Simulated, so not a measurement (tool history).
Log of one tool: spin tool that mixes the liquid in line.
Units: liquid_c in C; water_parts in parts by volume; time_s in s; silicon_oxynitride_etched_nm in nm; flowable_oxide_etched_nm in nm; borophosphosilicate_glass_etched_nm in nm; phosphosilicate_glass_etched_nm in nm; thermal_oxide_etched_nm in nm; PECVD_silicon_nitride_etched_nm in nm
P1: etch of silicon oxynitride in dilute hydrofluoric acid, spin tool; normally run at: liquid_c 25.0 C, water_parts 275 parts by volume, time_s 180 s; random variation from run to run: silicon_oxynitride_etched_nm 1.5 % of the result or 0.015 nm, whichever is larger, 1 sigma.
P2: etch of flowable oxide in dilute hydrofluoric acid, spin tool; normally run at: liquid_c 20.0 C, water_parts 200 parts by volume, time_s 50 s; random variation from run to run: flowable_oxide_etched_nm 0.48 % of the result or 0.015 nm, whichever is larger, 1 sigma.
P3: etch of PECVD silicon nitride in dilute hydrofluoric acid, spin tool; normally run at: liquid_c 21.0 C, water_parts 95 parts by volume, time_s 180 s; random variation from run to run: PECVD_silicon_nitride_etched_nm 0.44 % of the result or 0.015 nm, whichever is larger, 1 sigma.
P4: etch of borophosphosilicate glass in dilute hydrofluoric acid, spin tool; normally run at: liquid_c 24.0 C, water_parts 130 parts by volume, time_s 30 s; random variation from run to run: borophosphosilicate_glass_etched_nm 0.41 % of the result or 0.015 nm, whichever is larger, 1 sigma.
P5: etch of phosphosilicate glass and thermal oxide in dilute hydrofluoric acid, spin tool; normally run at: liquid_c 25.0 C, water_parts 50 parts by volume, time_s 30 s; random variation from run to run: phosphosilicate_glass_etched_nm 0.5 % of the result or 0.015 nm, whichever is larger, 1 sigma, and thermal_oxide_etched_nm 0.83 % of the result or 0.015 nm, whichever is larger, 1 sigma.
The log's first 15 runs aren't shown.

run    day  process  liquid_c  water_parts  time_s  hours since the thermometer was replaced  hours since the hydrofluoric acid flow meter was replaced  silicon_oxynitride_etched_nm  flowable_oxide_etched_nm  borophosphosilicate_glass_etched_nm  phosphosilicate_glass_etched_nm  thermal_oxide_etched_nm  PECVD_silicon_nitride_etched_nm
 16  5.596       P5      25.0           50      30                                     850.6                                                      583.3                                                                                                                        73.154                   3.0522
 17  5.817       P1      30.5          275     180                                     855.9                                                      588.6                       1.81450
 18  6.088       P1      25.0          400     180                                     862.4                                                      595.1                       0.87377
 19  6.317       P1      25.0          140      90                                     867.9                                                      600.6                       1.58000
 20  6.725       P5      31.5           50      30                                     877.7                                                      610.4                                                                                                                        95.611                   3.9482
 21  7.212       P1      28.5          275     315                                     889.4                                                      622.1                       3.00080
 22  7.462       P4      24.0          220      30                                     895.4                                                      628.1                                                                                       6.4514
 23  7.946       P1      25.0          165     180                                     907.0                                                      639.7                       2.52030
 24  8.325       P2      20.0          200      50                                     916.1                                                      648.8                                                  7.6926
 25  8.800       P2      17.0          200      50                                     927.5                                                      660.2                                                  6.8083
 26  9.025       P3      21.0          130     180                                     932.9                                                      665.6                                                                                                                                                                                  4.7317
 27  9.496       P4      24.0          130      30                                     944.2                                                      676.9                                                                                      12.1540

Forecast run 28:
 28  9.917       P1      25.0          275     180                                     954.3                                                      687.0                             ?

Run 28 gave silicon_oxynitride_etched_nm 1.42530 nm.

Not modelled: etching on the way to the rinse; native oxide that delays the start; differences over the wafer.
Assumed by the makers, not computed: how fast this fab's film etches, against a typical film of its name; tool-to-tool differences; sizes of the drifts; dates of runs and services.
